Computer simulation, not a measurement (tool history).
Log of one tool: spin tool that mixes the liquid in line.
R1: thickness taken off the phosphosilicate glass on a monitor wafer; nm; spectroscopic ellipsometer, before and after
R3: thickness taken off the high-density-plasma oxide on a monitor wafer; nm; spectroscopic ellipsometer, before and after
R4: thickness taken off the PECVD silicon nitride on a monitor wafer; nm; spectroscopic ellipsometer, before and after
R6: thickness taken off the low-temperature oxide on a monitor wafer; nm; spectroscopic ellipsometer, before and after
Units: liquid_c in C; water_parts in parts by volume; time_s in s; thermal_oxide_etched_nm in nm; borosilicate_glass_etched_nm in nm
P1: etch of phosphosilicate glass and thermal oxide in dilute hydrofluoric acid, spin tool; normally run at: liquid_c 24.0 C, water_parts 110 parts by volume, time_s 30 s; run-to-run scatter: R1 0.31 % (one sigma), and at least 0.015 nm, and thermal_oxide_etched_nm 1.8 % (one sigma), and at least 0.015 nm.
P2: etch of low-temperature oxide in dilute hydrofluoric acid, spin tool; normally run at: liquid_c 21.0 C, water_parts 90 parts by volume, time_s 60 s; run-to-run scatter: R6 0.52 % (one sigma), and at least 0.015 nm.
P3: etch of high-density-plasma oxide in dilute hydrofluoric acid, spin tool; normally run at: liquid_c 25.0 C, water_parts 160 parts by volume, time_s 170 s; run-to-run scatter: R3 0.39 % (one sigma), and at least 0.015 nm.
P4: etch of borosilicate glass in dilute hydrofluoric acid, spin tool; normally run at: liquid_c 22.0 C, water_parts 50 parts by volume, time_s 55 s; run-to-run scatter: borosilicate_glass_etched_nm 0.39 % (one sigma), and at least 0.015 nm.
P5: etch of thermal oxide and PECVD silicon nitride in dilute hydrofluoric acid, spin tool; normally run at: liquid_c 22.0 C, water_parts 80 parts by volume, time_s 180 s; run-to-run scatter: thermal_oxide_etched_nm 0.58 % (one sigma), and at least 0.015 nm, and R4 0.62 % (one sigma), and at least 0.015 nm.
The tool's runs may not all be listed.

run 1 hour=9.5 | process=P1 liquid_c=24.0 water_parts=110 time_s=30 | R1=36.985 thermal_oxide_etched_nm=1.33020
run 2 hour=19.3 | process=P3 liquid_c=18.0 water_parts=160 time_s=170 | R3=5.2943
run 3 hour=29.5 | process=P5 liquid_c=22.0 water_parts=80 time_s=55 | thermal_oxide_etched_nm=3.07700 R4=1.5053
run 4 hour=34.8 | process=P3 liquid_c=25.0 water_parts=240 time_s=170 | R3=4.2131
run 5 hour=43.9 | process=P1 liquid_c=24.0 water_parts=165 time_s=30 | R1=23.041 thermal_oxide_etched_nm=0.82360
run 6 hour=51.9 | process=P3 liquid_c=25.0 water_parts=160 time_s=170 | R3=6.9512
run 7 hour=62.3 | process=P4 liquid_c=22.0 water_parts=90 time_s=55 | borosilicate_glass_etched_nm=18.319
run 8 hour=67.8 | process=P5 liquid_c=22.0 water_parts=80 time_s=180 | thermal_oxide_etched_nm=10.11100 R4=4.8824
run 9 hour=75.0 | process=P1 liquid_c=24.0 water_parts=30 time_s=15 | R1=74.997 thermal_oxide_etched_nm=2.66730
run 10 hour=83.3 | process=P1 liquid_c=24.0 water_parts=110 time_s=30 | R1=36.886 thermal_oxide_etched_nm=1.33500
run 11 hour=88.6 | process=P4 liquid_c=22.0 water_parts=50 time_s=110 | borosilicate_glass_etched_nm=69.304
run 12 hour=95.2 | process=P5 liquid_c=22.0 water_parts=145 time_s=180 | thermal_oxide_etched_nm=5.18700 R4=2.7818
run 13 hour=101.5 | process=P2 liquid_c=21.0 water_parts=90 time_s=15 | R6=4.3968
run 14 hour=106.3 | process=P2 liquid_c=21.0 water_parts=90 time_s=60 | R6=17.5960
run 15 hour=111.9 | process=P1 liquid_c=24.0 water_parts=110 time_s=30 | R1=36.935 thermal_oxide_etched_nm=1.29130
run 16 hour=116.9 | process=P1 liquid_c=18.0 water_parts=110 time_s=30 | R1=28.940 thermal_oxide_etched_nm=1.02250
run 17 hour=127.2 | process=P1 liquid_c=24.0 water_parts=110 time_s=30 | R1=37.201 thermal_oxide_etched_nm=1.33640
run 18 hour=132.3 | process=P5 liquid_c=22.0 water_parts=80 time_s=180 | thermal_oxide_etched_nm=10.11100 R4=4.8939
run 19 hour=139.3 | process=P2 liquid_c=21.0 water_parts=165 time_s=60 | R6=8.7685
run 20 hour=145.4 | process=P5 liquid_c=29.5 water_parts=80 time_s=180 | thermal_oxide_etched_nm=13.66700 R4=7.9963
run 21 hour=153.1 | process=P2 liquid_c=25.0 water_parts=90 time_s=60 | R6=20.6800
run 22 hour=161.5 | process=P1 liquid_c=24.0 water_parts=55 time_s=30 | R1=78.929 thermal_oxide_etched_nm=2.79970
run 23 hour=168.3 | process=P3 liquid_c=25.0 water_parts=160 time_s=40 | R3=1.6391
run 24 hour=174.9 | process=P4 liquid_c=22.0 water_parts=50 time_s=55 | borosilicate_glass_etched_nm=34.541
run 25 hour=179.6 | process=P1 liquid_c=24.0 water_parts=110 time_s=15 | R1=18.452 thermal_oxide_etched_nm=0.67913
run 26 hour=186.5 | process=P1 liquid_c=24.0 water_parts=110 time_s=50 | R1=61.721 thermal_oxide_etched_nm=2.15770
run 27 hour=191.4 | process=P1 liquid_c=24.0 water_parts=110 time_s=30 | R1=37.013 thermal_oxide_etched_nm=1.37780
run 28 hour=199.1 | process=P4 liquid_c=27.5 water_parts=50 time_s=55 | borosilicate_glass_etched_nm=43.410
run 29 hour=207.4 | process=P4 liquid_c=22.0 water_parts=50 time_s=55 | borosilicate_glass_etched_nm=34.842
run 30 hour=212.2 | process=P2 liquid_c=21.0 water_parts=90 time_s=60 | R6=17.5530
run 31 hour=222.3 | process=P1 liquid_c=30.5 water_parts=110 time_s=30 | R1=47.388 thermal_oxide_etched_nm=1.73590
run 32 hour=229.7 | process=P1 liquid_c=24.0 water_parts=110 time_s=30 | R1=36.680 thermal_oxide_etched_nm=1.35450
run 33 hour=235.1 | process=P1 liquid_c=24.0 water_parts=110 time_s=30 | R1=37.469 thermal_oxide_etched_nm=1.32660
run 34 hour=243.2 | process=P1 liquid_c=24.0 water_parts=110 time_s=30 | R1=38.073 thermal_oxide_etched_nm=1.37170
run 35 hour=248.1 | process=P1 liquid_c=24.0 water_parts=110 time_s=30 | R1=38.322 thermal_oxide_etched_nm=1.37600
run 36 hour=253.6 | process=P1 liquid_c=24.0 water_parts=110 time_s=30 | R1=38.559 thermal_oxide_etched_nm=1.36050
run 37 hour=260.9 | process=P1 liquid_c=24.0 water_parts=110 time_s=30 | R1=38.928 thermal_oxide_etched_nm=1.42390
run 38 hour=269.1 | process=P1 liquid_c=24.0 water_parts=110 time_s=30 | R1=38.779 thermal_oxide_etched_nm=1.38330
run 39 hour=273.9 | process=P1 liquid_c=24.0 water_parts=110 time_s=30 | R1=39.067 thermal_oxide_etched_nm=1.42120
run 40 hour=282.8 | process=P1 liquid_c=24.0 water_parts=110 time_s=30 | R1=38.946 thermal_oxide_etched_nm=1.40900
run 41 hour=288.1 | process=P1 liquid_c=24.0 water_parts=110 time_s=30 | R1=39.136 thermal_oxide_etched_nm=1.39140
run 42 hour=294.9 | process=P1 liquid_c=24.0 water_parts=110 time_s=30 | R1=39.051 thermal_oxide_etched_nm=1.35660

What P1 gives has crept away from where it was. These 2 causes fit the log equally well, each at the size given:
A: hydrofluoric acid flow above the setpoint (%) = 5.21
B: liquid hotter than its thermometer reads (K) = 1.47
The creep began at about hour 229.7.

4 check runs are offered, each on 2 wafers whose results are averaged, their results left as question marks. Which one tells the causes apart?
run check 1 hour=301.7 | process=P5 liquid_c=27.5 water_parts=140 time_s=180 | thermal_oxide_etched_nm=? R4=?
run check 2 hour=301.7 | process=P3 liquid_c=19.5 water_parts=160 time_s=170 | R3=?
run check 3 hour=301.7 | process=P2 liquid_c=21.0 water_parts=90 time_s=15 | R6=?
run check 4 hour=301.7 | process=P4 liquid_c=22.0 water_parts=90 time_s=55 | borosilicate_glass_etched_nm=?

What each check would give under each cause:
check=check_1 result=thermal_oxide_etched_nm if_A=7.08660 if_B=7.04930
check=check_1 result=R4 if_A=4.2301 if_B=4.4067
check=check_2 result=R3 if_A=5.9692 if_B=5.9642
check=check_3 result=R6 if_A=4.6610 if_B=4.6788
check=check_4 result=borosilicate_glass_etched_nm if_A=19.407 if_B=19.469
How far apart the two closest causes lie, in the result that separates them most: check 1 4.09 %; check 2 0.08 %; check 3 0.38 %; check 4 0.32 %
Only check 1 tells the causes apart: in the others they would give nearly the same result.

Then check 1 was run and gave: thermal_oxide_etched_nm 7.07300 nm; R4 4.4309 nm. Which cause is it?

It is B: liquid hotter than its thermometer reads (K).
